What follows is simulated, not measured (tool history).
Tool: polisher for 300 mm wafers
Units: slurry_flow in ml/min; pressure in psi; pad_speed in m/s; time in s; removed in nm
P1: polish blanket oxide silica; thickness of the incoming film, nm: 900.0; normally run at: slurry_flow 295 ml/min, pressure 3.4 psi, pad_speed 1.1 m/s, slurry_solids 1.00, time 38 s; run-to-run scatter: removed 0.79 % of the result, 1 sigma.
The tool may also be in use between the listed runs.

run	hour	slurry_flow	pressure	pad_speed	slurry_solids	time	wafers polished on this pad	hours since the slurry nozzle was cleaned	hours since the head pressure was calibrated	hours since the slurry blender was calibrated	hours since the conditioning disc was replaced	removed
1	7.3	295	3.4	1.1	1.00	38	583	130.7	246.4	243.6	272.7	103.030
2	16.6	295	3.4	1.1	1.40	38	698	140.0	255.7	252.9	282.0	117.000
3	25.3	295	3.4	1.1	1.00	38	805	148.7	264.4	261.6	290.7	100.840
4	31.7	430	3.4	1.1	1.00	38	884	155.1	270.8	268.0	297.1	105.900
5	39.2	295	3.4	1.1	1.00	48	976	162.6	278.3	275.5	304.6	129.410
6	46.4	295	3.4	1.1	0.55	38	1064	169.8	285.5	282.7	311.8	74.675
7	53.8	295	3.4	0.5	1.00	38	1156	177.2	292.9	290.1	319.2	54.707
8	62.4	295	3.4	1.7	1.00	38	1261	185.8	301.5	298.7	327.8	144.820
9	66.9	295	3.4	1.1	1.00	38	1317	190.3	306.0	303.2	332.3	102.080
10	75.0	175	3.4	1.1	1.00	38	1416	198.4	314.1	311.3	340.4	95.774
11	82.2	295	5.0	1.1	1.00	38	1505	205.6	321.3	318.5	347.6	149.380
12	89.7	295	3.4	0.8	0.80	38	1597	213.1	328.8	326.0	355.1	70.152
13	97.5	295	1.5	1.1	1.00	38	1693	220.9	336.6	333.8	362.9	45.480
14	106.7	295	3.4	1.1	1.00	18	1807	230.1	345.8	343.0	372.1	48.266
15	116.1	295	3.4	1.1	1.00	38	1922	239.5	355.2	352.4	381.5	103.100
16	120.4	295	3.4	1.1	1.00	38	1975	243.8	359.5	356.7	385.8	102.450
17	124.7	295	3.4	1.1	1.00	38	2028	248.1	363.8	361.0	390.1	101.060
18	130.3	295	3.4	1.1	1.00	38	2097	253.7	369.4	366.6	395.7	97.912
19	138.8	295	3.4	1.1	1.00	38	2202	262.2	377.9	375.1	404.2	94.360
# hour 143.1: head pressure recalibrated
20	144.8	295	3.4	1.1	1.00	38	2275	268.2	1.7	381.1	410.2	91.833
21	151.8	295	3.4	1.1	1.00	38	2362	275.2	8.7	388.1	417.2	90.905
# hour 153.4: slurry nozzle cleaned
22	157.1	295	3.4	1.1	1.00	38	2427	3.7	14.0	393.4	422.5	91.936
# hour 157.8: conditioning disc replaced and pad reconditioned
23	161.9	295	3.4	1.1	1.00	38	2486	8.5	18.8	398.2	4.1	90.766
24	170.8	295	3.4	1.1	1.00	38	2595	17.4	27.7	407.1	13.0	90.544

What P1 gives has crept away from where it was. These 2 causes fit the log equally well, each at the size given:
A: abrasive missing from the slurry, % = 20.5
B: removal rate lost through wear of the pad, % = 10.5
The creep began at about hour 120.4.
Why every other cause is out:
slurry flow missing at the pad, %: serviced at hour 153.4, which brought nothing back
head's pressure below its setpoint, %: serviced at hour 143.1, which brought nothing back
time polished since the conditioner stopped cutting, s: serviced at hour 157.8, which brought nothing back

4 check runs are offered, each on 5 wafers whose results are averaged, their results left as question marks. Which one tells the causes apart?
check 1	179.7	295	3.4	1.50	0.60	38						?
check 2	179.7	175	3.4	1.10	1.00	38						?
check 3	179.7	295	2.2	0.58	1.00	38						?
check 4	179.7	295	5.0	1.10	1.00	38						?

What each check would give under each cause:
check	result	if A	if B
check 1	removed	87.202	89.746
check 2	removed	85.803	85.794
check 3	removed	35.386	35.382
check 4	removed	134.200	134.180
How far apart the two closest causes lie, in the result that separates them most: check 1 2.88 %; check 2 0.01 %; check 3 0.01 %; check 4 0.01 %
Only check 1 tells the causes apart: in the others they would give nearly the same result.

Check 1 was then run and gave: removed 86.536 nm. Which cause is it?

It is A: abrasive missing from the slurry, %.

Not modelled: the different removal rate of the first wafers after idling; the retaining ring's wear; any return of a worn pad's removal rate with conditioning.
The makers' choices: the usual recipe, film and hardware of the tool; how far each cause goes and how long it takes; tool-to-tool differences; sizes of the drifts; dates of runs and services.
